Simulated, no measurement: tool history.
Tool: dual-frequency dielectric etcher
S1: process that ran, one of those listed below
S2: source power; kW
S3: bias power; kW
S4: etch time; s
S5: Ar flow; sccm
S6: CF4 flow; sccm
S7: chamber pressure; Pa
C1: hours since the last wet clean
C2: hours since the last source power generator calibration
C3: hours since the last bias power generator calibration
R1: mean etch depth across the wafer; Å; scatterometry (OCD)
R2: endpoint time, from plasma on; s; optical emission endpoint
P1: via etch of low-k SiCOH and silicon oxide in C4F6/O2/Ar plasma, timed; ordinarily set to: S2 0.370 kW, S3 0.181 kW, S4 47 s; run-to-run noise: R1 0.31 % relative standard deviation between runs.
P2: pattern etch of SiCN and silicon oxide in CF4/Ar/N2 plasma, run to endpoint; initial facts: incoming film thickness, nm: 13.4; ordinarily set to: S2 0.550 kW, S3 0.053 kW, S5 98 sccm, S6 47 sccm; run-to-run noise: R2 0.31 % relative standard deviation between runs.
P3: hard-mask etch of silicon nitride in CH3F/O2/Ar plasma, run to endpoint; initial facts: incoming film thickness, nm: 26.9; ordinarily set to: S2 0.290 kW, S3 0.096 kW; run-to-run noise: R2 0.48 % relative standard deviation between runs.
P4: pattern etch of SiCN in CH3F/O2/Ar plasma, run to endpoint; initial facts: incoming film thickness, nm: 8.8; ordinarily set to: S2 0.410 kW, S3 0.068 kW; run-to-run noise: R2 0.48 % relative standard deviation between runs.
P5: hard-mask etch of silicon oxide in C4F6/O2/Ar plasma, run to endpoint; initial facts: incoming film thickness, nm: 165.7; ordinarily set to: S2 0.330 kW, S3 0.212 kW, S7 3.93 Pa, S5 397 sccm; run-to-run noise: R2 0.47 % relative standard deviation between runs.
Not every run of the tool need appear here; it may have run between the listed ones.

run   hour  S1     S2     S3  S4   S5  S6    S7     C1      C2      C3       R1      R2
  1   17.3  P1  0.370  0.181  47                 223.8  3529.3  2696.2  1188.10
  2   30.5  P4  0.410  0.090                     237.0  3542.5  2709.4           21.861
  3   42.9  P4  0.560  0.068                     249.4  3554.9  2721.8           21.181
  4   59.9  P2  0.780  0.053       98  47        266.4  3571.9  2738.8           11.173
  5   71.7  P2  0.550  0.053       98  47        278.2  3583.7  2750.6           15.322
  6   86.9  P1  0.370  0.181  47                 293.4  3598.9  2765.8  1192.50
  7   95.0  P1  0.490  0.181  47                 301.5  3607.0  2773.9  1335.90
  8  112.4  P1  0.370  0.181  47                 318.9  3624.4  2791.3  1199.10
  9  126.4  P3  0.290  0.096                     332.9  3638.4  2805.3           40.236
 10  141.3  P1  0.370  0.137  62                 347.8  3653.3  2820.2  1450.10
 11  155.6  P1  0.370  0.181  62                 362.1  3667.6  2834.5  1571.90
 12  165.6  P2  0.550  0.053       71  47        372.1  3677.6  2844.5           14.436
 13  180.2  P5  0.330  0.212      397      3.93  386.7  3692.2  2859.1           56.679
 14  187.8  P3  0.290  0.096                     394.3  3699.8  2866.7           39.824
 15  203.2  P3  0.370  0.096                     409.7  3715.2  2882.1           36.636
 16  215.4  P1  0.370  0.247  60                 421.9  3727.4  2894.3  1689.50
 17  224.5  P5  0.330  0.136      397      3.93  431.0  3736.5  2903.4           65.019
 18  240.0  P2  0.550  0.053       98  37        446.5  3752.0  2918.9           15.962
 19  251.3  P4  0.410  0.068                     457.8  3763.3  2930.2           23.943
 20  267.7  P3  0.290  0.115                     474.2  3779.7  2946.6           37.291
 21  279.2  P2  0.550  0.066       98  47        485.7  3791.2  2958.1           14.125
 22  288.8  P1  0.230  0.181  47                 495.3  3800.8  2967.7   997.62
 23  301.4  P5  0.330  0.212      263      3.93  507.9  3813.4  2980.3           54.192
 24  314.7  P1  0.370  0.181  30                 521.2  3826.7  2993.6   765.50
 25  330.8  P5  0.330  0.212      397      4.73  537.3  3842.8  3009.7           57.085
 26  344.1  P1  0.370  0.243  47                 550.6  3856.1  3023.0  1310.90
 27  357.7  P5  0.330  0.212      397      3.93  564.2  3869.7  3036.6           56.504
 28  365.5  P5  0.200  0.212      397      3.93  572.0  3877.5  3044.4           68.361
 29  380.7  P2  0.550  0.053       98  47        587.2  3892.7  3059.6           15.280
 30  391.3  P1  0.370  0.181  47                 597.8  3903.3  3070.2  1198.30
 31  399.5  P1  0.370  0.181  47                 606.0  3911.5  3078.4  1190.90
 32  407.5  P1  0.370  0.142  47                 614.0  3919.5  3086.4  1109.80
 33  417.9  P1  0.370  0.181  47                 624.4  3929.9  3096.8  1198.90
 34  429.2  P1  0.370  0.181  47                 635.7  3941.2  3108.1  1202.40
 35  446.6  P1  0.370  0.181  47                 653.1  3958.6  3125.5  1210.30
     449.6  -- wet clean of the chamber
 36  464.0  P1  0.370  0.181  47                  14.5  3976.0  3142.9  1213.30
 37  472.6  P1  0.370  0.181  47                  23.1  3984.6  3151.5  1209.60
 38  490.1  P1  0.370  0.181  47                  40.6  4002.1  3169.0  1220.40
 39  502.7  P1  0.370  0.181  47                  53.2  4014.7  3181.6  1214.20

P1 has crept away from where it was. The log is fitted equally well by each of these 2 causes, at the sizes shown:
A: bias power that arrives over what is set, % = 4.94
B: source power that arrives over what is set, % = 4.04
Creep in the process output first set in at about hour 417.9.
Other possible causes, and why each is ruled out:
chamber walls in a state that raises the etch rate, %: its service at hour 449.6 followed the start of the drift and did not put the process back to its old value

The 4 check runs listed below each average the results of 2 wafers, and their outcomes are marked with question marks. Under which run would the listed causes produce clearly different results?
check 1  515.3  P5  0.230  0.212      397      3.93                   ?
check 2  515.3  P2  0.760  0.053       80  47                         ?
check 3  515.3  P3  0.360  0.096                                      ?
check 4  515.3  P4  0.410  0.083                                      ?

What every check run would give for each of its results, assuming each possible cause in turn:
  check  result    if A    if B
check 1      R2  63.686  63.771
check 2      R2  10.879  10.660
check 3      R2  36.409  36.519
check 4      R2  21.893  21.955
Per check, the gap between the least separated pair of causes, taken in the result that splits them most: check 1 0.13 %; check 2 2.03 %; check 3 0.3 %; check 4 0.28 %
The causes can be told apart only by check 2. The other checks would give nearly the same results under each of them.

Here is what check 2 returned: R2 10.880 s. Which cause is it?

It was cause A: bias power that arrives over what is set, %.

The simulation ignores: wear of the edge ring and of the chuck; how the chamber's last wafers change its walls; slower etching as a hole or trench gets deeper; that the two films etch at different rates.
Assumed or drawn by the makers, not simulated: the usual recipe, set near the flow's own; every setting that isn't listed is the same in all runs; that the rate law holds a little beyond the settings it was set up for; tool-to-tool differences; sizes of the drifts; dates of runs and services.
